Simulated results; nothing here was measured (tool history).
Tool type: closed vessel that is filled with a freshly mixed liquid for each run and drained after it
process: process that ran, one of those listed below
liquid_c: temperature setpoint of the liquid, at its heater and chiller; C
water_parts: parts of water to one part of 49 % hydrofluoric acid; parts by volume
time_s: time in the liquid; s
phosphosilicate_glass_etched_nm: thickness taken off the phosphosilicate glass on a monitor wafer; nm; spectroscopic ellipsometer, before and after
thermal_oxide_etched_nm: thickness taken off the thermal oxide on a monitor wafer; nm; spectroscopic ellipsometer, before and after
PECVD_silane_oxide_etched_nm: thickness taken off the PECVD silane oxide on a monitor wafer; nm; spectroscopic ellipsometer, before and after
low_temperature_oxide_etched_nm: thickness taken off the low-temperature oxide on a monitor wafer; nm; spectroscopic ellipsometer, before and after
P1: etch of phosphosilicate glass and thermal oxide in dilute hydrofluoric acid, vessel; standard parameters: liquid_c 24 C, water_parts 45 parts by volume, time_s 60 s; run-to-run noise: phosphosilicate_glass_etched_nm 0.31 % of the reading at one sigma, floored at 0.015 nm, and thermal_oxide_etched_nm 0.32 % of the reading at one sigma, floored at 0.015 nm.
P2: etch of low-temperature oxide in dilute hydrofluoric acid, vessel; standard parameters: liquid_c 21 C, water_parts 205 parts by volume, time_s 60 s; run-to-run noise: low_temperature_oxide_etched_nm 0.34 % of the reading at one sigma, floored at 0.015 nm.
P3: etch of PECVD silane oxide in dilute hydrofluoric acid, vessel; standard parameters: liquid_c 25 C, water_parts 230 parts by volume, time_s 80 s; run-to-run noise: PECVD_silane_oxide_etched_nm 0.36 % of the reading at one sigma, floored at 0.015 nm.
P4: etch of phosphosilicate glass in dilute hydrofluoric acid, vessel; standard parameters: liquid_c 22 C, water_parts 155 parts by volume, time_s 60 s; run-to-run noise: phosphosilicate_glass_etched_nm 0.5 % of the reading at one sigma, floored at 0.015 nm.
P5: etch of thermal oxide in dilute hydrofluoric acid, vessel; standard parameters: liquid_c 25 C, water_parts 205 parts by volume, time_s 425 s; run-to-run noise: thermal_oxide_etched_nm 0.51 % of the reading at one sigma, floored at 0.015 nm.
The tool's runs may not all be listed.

run,day,process,liquid_c,water_parts,time_s,hours since the thermometer was replaced,hours since the hydrofluoric acid flow meter was replaced,phosphosilicate_glass_etched_nm,thermal_oxide_etched_nm,PECVD_silane_oxide_etched_nm,low_temperature_oxide_etched_nm
1,0.517,P1,24,45,60,665.9,552,185.79,6.7295,,
2,0.771,P1,24,45,60,672,558.1,186.4,6.6971,,
3,1.183,P1,24,70,30,681.9,568,57.577,2.0887,,
4,1.496,P4,22,155,60,689.4,575.5,61.884,,,
5,1.867,P3,19,230,80,698.3,584.4,,,5.1343,
6,2.321,P3,25,230,160,709.2,595.3,,,12.895,
7,2.579,P3,25,40,80,715.4,601.5,,,46.365,
8,2.938,P5,25,65,425,724,610.1,,32.185,,
9,3.183,P1,19,45,60,729.9,616,149.78,5.398,,
10,3.554,P1,17.5,30,60,738.8,624.9,215.82,7.7616,,
11,4.046,P1,24,45,60,750.6,636.7,185.47,6.6529,,
12,4.354,P3,25,230,80,758,644.1,,,6.4157,
13,4.688,P1,24,80,60,766,652.1,99.708,3.5885,,
14,5.121,P4,22,155,30,776.4,662.5,30.829,,,
15,5.579,P2,28,205,60,787.4,673.5,,,,10.683
16,5.888,P2,21,205,60,794.8,680.9,,,,8.259
17,6.392,P4,22,40,60,806.9,693,277.05,,,
18,6.912,P1,24,45,60,819.4,705.5,186.06,6.7168,,
19,7.179,P1,24,45,30,825.8,711.9,92.464,3.3554,,
20,7.571,P5,25,205,425,835.2,721.3,,8.6851,,
21,8.104,P3,25,230,80,848,734.1,,,6.4077,
22,8.371,P1,29.5,60,60,854.4,740.5,169.72,6.1158,,
23,8.896,P1,24,45,95,867,753.1,293.92,10.639,,
24,9.429,P1,32,45,60,879.8,765.9,256.29,9.2466,,
25,9.833,P1,24,45,60,889.5,775.6,185.81,6.6776,,
26,10.154,P1,24,20,60,897.2,783.3,429.72,15.587,,
27,10.408,P4,22,155,60,903.3,789.4,62.018,,,
28,10.717,P2,21,205,60,910.7,796.8,,,,8.2523
29,11.204,P2,21,205,30,922.4,808.5,,,,4.1205
30,11.638,P5,25,205,735,932.8,818.9,,14.846,,
31,12.1,P1,24,45,60,943.9,830,185.35,6.7212,,
32,12.521,P2,21,70,60,954,840.1,,,,28.001
33,12.792,P4,17,155,60,960.5,846.6,50.657,,,
34,13.329,P5,17,205,425,973.4,859.5,,6.3622,,
35,13.742,P1,24,45,60,983.3,869.4,186.02,6.6839,,
36,14.208,P1,24,45,60,994.5,880.6,192.87,6.9241,,
37,14.467,P1,24,45,60,1000.7,886.8,195.04,7.0313,,
38,15.004,P1,24,45,60,1013.6,899.7,198.02,7.1809,,
39,15.321,P1,24,45,60,1021.2,907.3,200.94,7.2964,,
40,15.817,P1,24,45,60,1033.1,919.2,202.21,7.3203,,
41,16.246,P1,24,45,60,1043.4,929.5,202.53,7.3299,,
42,16.738,P1,24,45,60,1055.2,941.3,204.85,7.384,,
43,17.246,P1,24,45,60,1067.4,953.5,203.56,7.3562,,
44,17.721,P1,24,45,60,1078.8,964.9,203.86,7.4102,,
45,18.017,P1,24,45,60,1085.9,972,204.86,7.4455,,

What P1 gives has crept off from where it sat before. The 2 causes that follow fit the log equally well, each at the size noted:
A: hydrofluoric acid flow above the setpoint (%) = 9.8
B: liquid hotter than its thermometer reads (K) = 2.42
The gradual shift began around day 13.742.

Question marks stand in for the results of the 4 check runs listed below, each run on one wafer. Under which run would the listed causes show clearly different results?
check 1,18.312,P3,25,50,130,,,,,?,
check 2,18.312,P5,21.5,80,425,,,,?,,
check 3,18.312,P4,22,85,30,,,?,,,
check 4,18.312,P2,27.5,205,60,,,,,,?

Expected result of each check under each candidate cause:
check,result,if A,if B
check 1,PECVD_silane_oxide_etched_nm,65.661,65.553
check 2,thermal_oxide_etched_nm,24.624,24.534
check 3,phosphosilicate_glass_etched_nm,67.697,67.354
check 4,low_temperature_oxide_etched_nm,11.783,11.431
How far apart the two closest causes lie, in the result that separates them most: check 1 0.16 %; check 2 0.37 %; check 3 0.51 %; check 4 3.03 %
Check 4 tells the causes apart: in the others they would give nearly the same result.

Running check 4 produced the following: low_temperature_oxide_etched_nm 11.765 nm. Which one of the listed causes fits?

Of the candidate causes, it is A: hydrofluoric acid flow above the setpoint (%).
